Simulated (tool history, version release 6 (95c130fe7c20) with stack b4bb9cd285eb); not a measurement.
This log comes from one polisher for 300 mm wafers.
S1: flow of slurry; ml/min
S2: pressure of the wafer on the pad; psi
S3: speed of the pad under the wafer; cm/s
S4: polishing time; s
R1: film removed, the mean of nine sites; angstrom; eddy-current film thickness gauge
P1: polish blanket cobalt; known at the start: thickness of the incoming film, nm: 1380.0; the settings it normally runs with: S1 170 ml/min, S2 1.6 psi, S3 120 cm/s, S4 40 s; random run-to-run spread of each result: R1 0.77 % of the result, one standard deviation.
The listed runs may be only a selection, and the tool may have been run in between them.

run 1 day=0.154 | S1=170 S2=1.6 S3=120 S4=40 | R1=2258.8
run 2 day=0.321 | S1=220 S2=1.6 S3=120 S4=40 | R1=2315.4
run 3 day=0.512 | S1=170 S2=2.4 S3=120 S4=40 | R1=3377.6
-- day=0.596 head pressure recalibrated
run 4 day=0.758 | S1=170 S2=1.6 S3=120 S4=40 | R1=2255.2
run 5 day=0.958 | S1=170 S2=1.6 S3=120 S4=40 | R1=2249.6
run 6 day=1.183 | S1=170 S2=1.6 S3=120 S4=40 | R1=2234.3
run 7 day=1.438 | S1=130 S2=1.6 S3=170 S4=40 | R1=3047.7
run 8 day=1.592 | S1=170 S2=1.6 S3=120 S4=21 | R1=1184.1
run 9 day=1.746 | S1=100 S2=1.6 S3=120 S4=40 | R1=2006.6
run 10 day=1.867 | S1=170 S2=1.6 S3=120 S4=60 | R1=3316.4
run 11 day=2.079 | S1=170 S2=1.6 S3=174 S4=40 | R1=3245.9
run 12 day=2.312 | S1=100 S2=1.6 S3=64 S4=40 | R1=1068.5
run 13 day=2.546 | S1=170 S2=0.8 S3=120 S4=40 | R1=1115.1
run 14 day=2.783 | S1=170 S2=1.6 S3=70 S4=40 | R1=1301.3
run 15 day=3 | S1=170 S2=1.6 S3=120 S4=40 | R1=2235.2
run 16 day=3.217 | S1=170 S2=1.6 S3=120 S4=40 | R1=2247.1
run 17 day=3.417 | S1=170 S2=1.6 S3=120 S4=40 | R1=2150.4
run 18 day=3.529 | S1=170 S2=1.6 S3=120 S4=40 | R1=2131.4
run 19 day=3.654 | S1=170 S2=1.6 S3=120 S4=40 | R1=2075.6

For run 20, what comes out?
run 20 day=3.8 | S1=170 S2=1.6 S3=120 S4=40 | R1=?

{"run 20": {"R1": 2075.2}}
